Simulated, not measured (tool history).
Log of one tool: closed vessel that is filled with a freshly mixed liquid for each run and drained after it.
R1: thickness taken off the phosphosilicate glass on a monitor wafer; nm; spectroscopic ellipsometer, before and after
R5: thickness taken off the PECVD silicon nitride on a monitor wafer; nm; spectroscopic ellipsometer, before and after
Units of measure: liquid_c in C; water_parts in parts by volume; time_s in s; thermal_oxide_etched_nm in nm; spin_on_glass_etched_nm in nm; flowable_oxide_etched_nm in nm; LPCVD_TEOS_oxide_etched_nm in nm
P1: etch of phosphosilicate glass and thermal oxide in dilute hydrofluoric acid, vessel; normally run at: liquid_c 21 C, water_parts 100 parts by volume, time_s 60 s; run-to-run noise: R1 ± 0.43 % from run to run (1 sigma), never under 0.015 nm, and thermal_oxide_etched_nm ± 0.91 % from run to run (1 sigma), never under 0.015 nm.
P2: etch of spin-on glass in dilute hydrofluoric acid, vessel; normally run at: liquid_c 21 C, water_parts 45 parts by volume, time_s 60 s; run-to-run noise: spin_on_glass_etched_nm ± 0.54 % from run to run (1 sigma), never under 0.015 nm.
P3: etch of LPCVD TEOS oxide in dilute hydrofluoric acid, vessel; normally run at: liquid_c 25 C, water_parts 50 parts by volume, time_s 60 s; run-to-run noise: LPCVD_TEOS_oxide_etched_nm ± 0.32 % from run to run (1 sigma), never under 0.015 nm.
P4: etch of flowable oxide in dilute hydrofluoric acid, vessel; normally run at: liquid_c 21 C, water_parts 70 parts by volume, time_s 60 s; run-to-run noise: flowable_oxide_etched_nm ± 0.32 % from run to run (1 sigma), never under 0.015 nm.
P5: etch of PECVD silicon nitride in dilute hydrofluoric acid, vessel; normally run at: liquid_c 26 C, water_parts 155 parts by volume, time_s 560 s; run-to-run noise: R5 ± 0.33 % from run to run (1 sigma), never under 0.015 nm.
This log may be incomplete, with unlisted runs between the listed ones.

{"run": 1, "hour": 15.2, "process": "P1", "liquid_c": 21, "water_parts": 100, "time_s": 60, "R1": 93.576, "thermal_oxide_etched_nm": 2.4165}
{"run": 2, "hour": 27.5, "process": "P2", "liquid_c": 21, "water_parts": 45, "time_s": 60, "spin_on_glass_etched_nm": 34.007}
{"run": 3, "hour": 37.4, "process": "P4", "liquid_c": 21, "water_parts": 125, "time_s": 60, "flowable_oxide_etched_nm": 22.352}
{"run": 4, "hour": 52.1, "process": "P1", "liquid_c": 21, "water_parts": 100, "time_s": 60, "R1": 93.267, "thermal_oxide_etched_nm": 2.3959}
{"run": 5, "hour": 61.7, "process": "P1", "liquid_c": 21, "water_parts": 100, "time_s": 60, "R1": 93.403, "thermal_oxide_etched_nm": 2.4093}
{"run": 6, "hour": 75.6, "process": "P1", "liquid_c": 21, "water_parts": 100, "time_s": 30, "R1": 46.564, "thermal_oxide_etched_nm": 1.2191}
{"run": 7, "hour": 91.0, "process": "P2", "liquid_c": 21, "water_parts": 45, "time_s": 90, "spin_on_glass_etched_nm": 50.167}
{"run": 8, "hour": 103.8, "process": "P5", "liquid_c": 26, "water_parts": 155, "time_s": 945, "R5": 12.502}
{"run": 9, "hour": 112.5, "process": "P1", "liquid_c": 27.5, "water_parts": 150, "time_s": 60, "R1": 74.869, "thermal_oxide_etched_nm": 1.9451}
{"run": 10, "hour": 122.2, "process": "P1", "liquid_c": 21, "water_parts": 25, "time_s": 60, "R1": 411.71, "thermal_oxide_etched_nm": 10.412}
{"run": 11, "hour": 133.5, "process": "P3", "liquid_c": 25, "water_parts": 50, "time_s": 60, "LPCVD_TEOS_oxide_etched_nm": 45.645}
{"run": 12, "hour": 143.7, "process": "P1", "liquid_c": 21, "water_parts": 170, "time_s": 60, "R1": 50.983, "thermal_oxide_etched_nm": 1.2963}
{"run": 13, "hour": 152.8, "process": "P3", "liquid_c": 25, "water_parts": 50, "time_s": 60, "LPCVD_TEOS_oxide_etched_nm": 45.616}
{"run": 14, "hour": 166.0, "process": "P2", "liquid_c": 29, "water_parts": 45, "time_s": 60, "spin_on_glass_etched_nm": 46.685}
{"run": 15, "hour": 181.7, "process": "P4", "liquid_c": 28, "water_parts": 70, "time_s": 60, "flowable_oxide_etched_nm": 56.494}
{"run": 16, "hour": 193.6, "process": "P4", "liquid_c": 21, "water_parts": 70, "time_s": 30, "flowable_oxide_etched_nm": 21.385}
{"run": 17, "hour": 208.7, "process": "P3", "liquid_c": 25, "water_parts": 50, "time_s": 110, "LPCVD_TEOS_oxide_etched_nm": 83.934}
{"run": 18, "hour": 217.9, "process": "P5", "liquid_c": 26, "water_parts": 255, "time_s": 560, "R5": 4.4465}
{"run": 19, "hour": 231.5, "process": "P1", "liquid_c": 17, "water_parts": 100, "time_s": 60, "R1": 78.793, "thermal_oxide_etched_nm": 2.0406}
{"run": 20, "hour": 246.7, "process": "P1", "liquid_c": 21, "water_parts": 100, "time_s": 60, "R1": 93.582, "thermal_oxide_etched_nm": 2.3567}
{"run": 21, "hour": 258.3, "process": "P5", "liquid_c": 33.5, "water_parts": 155, "time_s": 560, "R5": 11.643}
{"run": 22, "hour": 273.1, "process": "P4", "liquid_c": 21, "water_parts": 70, "time_s": 60, "flowable_oxide_etched_nm": 42.409}
{"run": 23, "hour": 283.6, "process": "P3", "liquid_c": 25, "water_parts": 20, "time_s": 60, "LPCVD_TEOS_oxide_etched_nm": 119.26}
{"run": 24, "hour": 292.8, "process": "P1", "liquid_c": 21, "water_parts": 100, "time_s": 60, "R1": 92.702, "thermal_oxide_etched_nm": 2.3944}
{"run": 25, "hour": 302.8, "process": "P1", "liquid_c": 27, "water_parts": 100, "time_s": 60, "R1": 118.89, "thermal_oxide_etched_nm": 3.1014}
{"run": 26, "hour": 311.9, "process": "P1", "liquid_c": 21, "water_parts": 100, "time_s": 60, "R1": 93.383, "thermal_oxide_etched_nm": 2.4251}
{"run": 27, "hour": 318.8, "process": "P3", "liquid_c": 30.5, "water_parts": 50, "time_s": 60, "LPCVD_TEOS_oxide_etched_nm": 57.02}
{"run": 28, "hour": 331.9, "process": "P5", "liquid_c": 26, "water_parts": 155, "time_s": 560, "R5": 7.3841}
{"run": 29, "hour": 343.6, "process": "P1", "liquid_c": 21, "water_parts": 100, "time_s": 100, "R1": 155.1, "thermal_oxide_etched_nm": 4.0475}
{"run": 30, "hour": 355.2, "process": "P1", "liquid_c": 21, "water_parts": 100, "time_s": 60, "R1": 93.526, "thermal_oxide_etched_nm": 2.3952}
{"run": 31, "hour": 370.4, "process": "P2", "liquid_c": 21, "water_parts": 80, "time_s": 60, "spin_on_glass_etched_nm": 18.087}
{"run": 32, "hour": 383.0, "process": "P1", "liquid_c": 24, "water_parts": 60, "time_s": 60, "R1": 184.9, "thermal_oxide_etched_nm": 4.6636}
{"run": 33, "hour": 391.3, "process": "P1", "liquid_c": 21, "water_parts": 100, "time_s": 60, "R1": 93.571, "thermal_oxide_etched_nm": 2.3648}
{"run": 34, "hour": 402.9, "process": "P1", "liquid_c": 21, "water_parts": 100, "time_s": 60, "R1": 96.275, "thermal_oxide_etched_nm": 2.4665}
{"run": 35, "hour": 412.9, "process": "P1", "liquid_c": 21, "water_parts": 100, "time_s": 60, "R1": 97.374, "thermal_oxide_etched_nm": 2.5212}
{"run": 36, "hour": 422.8, "process": "P1", "liquid_c": 21, "water_parts": 100, "time_s": 60, "R1": 97.797, "thermal_oxide_etched_nm": 2.5357}
{"run": 37, "hour": 435.0, "process": "P1", "liquid_c": 21, "water_parts": 100, "time_s": 60, "R1": 98.585, "thermal_oxide_etched_nm": 2.562}
{"run": 38, "hour": 442.8, "process": "P1", "liquid_c": 21, "water_parts": 100, "time_s": 60, "R1": 98.352, "thermal_oxide_etched_nm": 2.5908}
{"run": 39, "hour": 452.1, "process": "P1", "liquid_c": 21, "water_parts": 100, "time_s": 60, "R1": 99.358, "thermal_oxide_etched_nm": 2.5344}
{"run": 40, "hour": 462.0, "process": "P1", "liquid_c": 21, "water_parts": 100, "time_s": 60, "R1": 99.906, "thermal_oxide_etched_nm": 2.5029}
{"run": 41, "hour": 471.3, "process": "P1", "liquid_c": 21, "water_parts": 100, "time_s": 60, "R1": 99.269, "thermal_oxide_etched_nm": 2.5244}
{"run": 42, "hour": 479.1, "process": "P1", "liquid_c": 21, "water_parts": 100, "time_s": 60, "R1": 99.829, "thermal_oxide_etched_nm": 2.5274}

What P1 gives has crept off from where it sat before. The 2 causes that follow fit the log equally well, each at the size noted:
A: liquid hotter than its thermometer reads (K) = 1.57
B: hydrofluoric acid flow above the setpoint (%) = 5.85
At approximately hour 391.3, the process output began to creep.

Each of the 4 check runs below uses one wafer; its results are left as question marks. Which run tells the causes apart?
{"run": "check 1", "hour": 486.9, "process": "P3", "liquid_c": 25, "water_parts": 30, "time_s": 85, "LPCVD_TEOS_oxide_etched_nm": "?"}
{"run": "check 2", "hour": 486.9, "process": "P4", "liquid_c": 24.5, "water_parts": 100, "time_s": 60, "flowable_oxide_etched_nm": "?"}
{"run": "check 3", "hour": 486.9, "process": "P2", "liquid_c": 29, "water_parts": 60, "time_s": 60, "spin_on_glass_etched_nm": "?"}
{"run": "check 4", "hour": 486.9, "process": "P5", "liquid_c": 32, "water_parts": 155, "time_s": 560, "R5": "?"}

Outcome of each check run for each possible cause:
check=check_1 result=LPCVD_TEOS_oxide_etched_nm if_A=118.45 if_B=117.79
check=check_2 result=flowable_oxide_etched_nm if_A=35.116 if_B=35.198
check=check_3 result=spin_on_glass_etched_nm if_A=36.478 if_B=36.503
check=check_4 result=R5 if_A=11.71 if_B=11.304
Per-check spread between the two closest causes, in the result where they differ most: check 1 0.56 %; check 2 0.23 %; check 3 0.07 %; check 4 3.53 %
Check 4 is the one run that separates the causes; every other check would come out nearly the same whichever cause is at work.

Running check 4 produced the following: R5 11.715 nm. Which one of the listed causes fits?

The cause is A: liquid hotter than its thermometer reads (K).
